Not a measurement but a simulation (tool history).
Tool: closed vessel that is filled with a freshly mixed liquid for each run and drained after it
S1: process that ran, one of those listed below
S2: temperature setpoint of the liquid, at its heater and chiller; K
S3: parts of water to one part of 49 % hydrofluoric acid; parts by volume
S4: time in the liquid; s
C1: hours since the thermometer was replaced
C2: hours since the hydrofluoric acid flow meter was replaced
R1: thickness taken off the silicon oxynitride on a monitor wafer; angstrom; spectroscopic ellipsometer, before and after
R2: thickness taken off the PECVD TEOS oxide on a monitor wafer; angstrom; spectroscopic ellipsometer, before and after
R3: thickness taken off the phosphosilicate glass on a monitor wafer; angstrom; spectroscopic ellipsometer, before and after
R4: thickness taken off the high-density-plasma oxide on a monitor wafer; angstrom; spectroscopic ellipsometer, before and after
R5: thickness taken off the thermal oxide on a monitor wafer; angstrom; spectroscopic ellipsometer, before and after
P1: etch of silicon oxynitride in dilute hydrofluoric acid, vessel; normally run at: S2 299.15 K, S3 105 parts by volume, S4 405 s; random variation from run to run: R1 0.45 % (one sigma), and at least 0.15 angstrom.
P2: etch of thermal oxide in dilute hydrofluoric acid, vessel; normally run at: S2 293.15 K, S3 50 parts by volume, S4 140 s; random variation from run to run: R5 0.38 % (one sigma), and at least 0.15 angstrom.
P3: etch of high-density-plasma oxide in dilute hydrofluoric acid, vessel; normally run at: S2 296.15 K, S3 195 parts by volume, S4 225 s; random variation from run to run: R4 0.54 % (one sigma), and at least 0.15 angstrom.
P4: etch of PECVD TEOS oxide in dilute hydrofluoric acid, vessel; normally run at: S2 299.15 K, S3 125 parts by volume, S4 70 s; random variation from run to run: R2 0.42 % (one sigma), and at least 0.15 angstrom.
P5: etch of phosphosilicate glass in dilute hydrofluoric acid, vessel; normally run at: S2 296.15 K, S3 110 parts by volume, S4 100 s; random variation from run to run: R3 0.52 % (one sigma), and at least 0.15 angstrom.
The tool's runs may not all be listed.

Run 1, day 0.379: S1 P1, S2 299.15 K, S3 105 parts by volume, S4 405 s; C1 758.5; C2 744.9. Result: R1 86.578 angstrom.
Run 2, day 0.971: S1 P4, S2 299.15 K, S3 125 parts by volume, S4 130 s; C1 772.7; C2 759.1. Result: R2 182.780 angstrom.
Run 3, day 1.408: S1 P4, S2 293.65 K, S3 125 parts by volume, S4 70 s; C1 783.2; C2 769.6. Result: R2 79.251 angstrom.
Run 4, day 1.862: S1 P1, S2 299.15 K, S3 105 parts by volume, S4 140 s; C1 794.1; C2 780.5. Result: R1 30.016 angstrom.
Run 5, day 2.333: S1 P5, S2 296.15 K, S3 110 parts by volume, S4 50 s; C1 805.4; C2 791.8. Result: R3 289.01 angstrom.
Run 6, day 3.075: S1 P1, S2 299.15 K, S3 105 parts by volume, S4 405 s; C1 823.2; C2 809.6. Result: R1 86.324 angstrom.
Run 7, day 3.804: S1 P3, S2 296.15 K, S3 355 parts by volume, S4 225 s; C1 840.7; C2 827.1. Result: R4 23.565 angstrom.
Run 8, day 4.300: S1 P1, S2 299.15 K, S3 105 parts by volume, S4 405 s; C1 852.6; C2 839.0. Result: R1 87.074 angstrom.
Run 9, day 4.679: S1 P2, S2 293.15 K, S3 50 parts by volume, S4 140 s; C1 861.7; C2 848.1. Result: R5 123.18 angstrom.
Run 10, day 5.217: S1 P5, S2 296.15 K, S3 110 parts by volume, S4 100 s; C1 874.6; C2 861.0. Result: R3 576.01 angstrom.
Run 11, day 5.896: S1 P1, S2 295.15 K, S3 180 parts by volume, S4 405 s; C1 890.9; C2 877.3. Result: R1 39.653 angstrom.
Run 12, day 6.475: S1 P1, S2 299.15 K, S3 105 parts by volume, S4 405 s; C1 904.8; C2 891.2. Result: R1 86.478 angstrom.
Run 13, day 7.146: S1 P1, S2 306.65 K, S3 105 parts by volume, S4 405 s; C1 920.9; C2 907.3. Result: R1 121.280 angstrom.
Run 14, day 7.483: S1 P4, S2 299.15 K, S3 30 parts by volume, S4 70 s; C1 929.0; C2 915.4. Result: R2 463.630 angstrom.
Run 15, day 8.204: S1 P5, S2 296.15 K, S3 20 parts by volume, S4 100 s; C1 946.3; C2 932.7. Result: R3 3582.80 angstrom.
Run 16, day 8.921: S1 P2, S2 293.15 K, S3 50 parts by volume, S4 45 s; C1 963.5; C2 949.9. Result: R5 39.78 angstrom.
Run 17, day 9.421: S1 P1, S2 299.15 K, S3 155 parts by volume, S4 405 s; C1 975.5; C2 961.9. Result: R1 56.418 angstrom.
Run 18, day 9.942: S1 P3, S2 296.15 K, S3 195 parts by volume, S4 225 s; C1 988.0; C2 974.4. Result: R4 50.119 angstrom.
Run 19, day 10.362: S1 P1, S2 299.15 K, S3 105 parts by volume, S4 405 s; C1 998.1; C2 984.5. Result: R1 86.576 angstrom.
Run 20, day 11.050: S1 P1, S2 294.15 K, S3 105 parts by volume, S4 180 s; C1 1014.6; C2 1001.0. Result: R1 30.622 angstrom.
Run 21, day 11.821: S1 P5, S2 290.15 K, S3 110 parts by volume, S4 100 s; C1 1033.1; C2 1019.5. Result: R3 452.79 angstrom.
Run 22, day 12.388: S1 P2, S2 293.15 K, S3 50 parts by volume, S4 140 s; C1 1046.7; C2 1033.1. Result: R5 123.29 angstrom.
Run 23, day 13.025: S1 P1, S2 299.15 K, S3 105 parts by volume, S4 635 s; C1 1062.0; C2 1048.4. Result: R1 135.690 angstrom.
Run 24, day 13.375: S1 P2, S2 293.15 K, S3 20 parts by volume, S4 140 s; C1 1070.4; C2 1056.8. Result: R5 319.63 angstrom.
Run 25, day 13.892: S1 P4, S2 299.15 K, S3 125 parts by volume, S4 70 s; C1 1082.8; C2 1069.2. Result: R2 98.532 angstrom.
Run 26, day 14.579: S1 P1, S2 293.15 K, S3 105 parts by volume, S4 405 s; C1 1099.3; C2 1085.7. Result: R1 65.137 angstrom.
Run 27, day 15.058: S1 P3, S2 296.15 K, S3 195 parts by volume, S4 445 s; C1 1110.8; C2 1097.2. Result: R4 99.332 angstrom.
Run 28, day 15.717: S1 P5, S2 296.15 K, S3 110 parts by volume, S4 100 s; C1 1126.6; C2 1113.0. Result: R3 572.16 angstrom.
Run 29, day 16.179: S1 P3, S2 304.15 K, S3 195 parts by volume, S4 225 s; C1 1137.7; C2 1124.1. Result: R4 67.554 angstrom.
Run 30, day 16.758: S1 P1, S2 299.15 K, S3 30 parts by volume, S4 405 s; C1 1151.6; C2 1138.0. Result: R1 322.590 angstrom.
Run 31, day 17.204: S1 P2, S2 290.15 K, S3 50 parts by volume, S4 140 s; C1 1162.3; C2 1148.7. Result: R5 108.43 angstrom.
Run 32, day 17.742: S1 P1, S2 299.15 K, S3 105 parts by volume, S4 405 s; C1 1175.2; C2 1161.6. Result: R1 86.843 angstrom.

The next listed run, before its measurement:
Run 33, day 18.379: S1 P1, S2 299.15 K, S3 105 parts by volume, S4 405 s; C1 1190.5; C2 1176.9. Result: R1 ?.

Run 33 gave R1 83.262 angstrom.
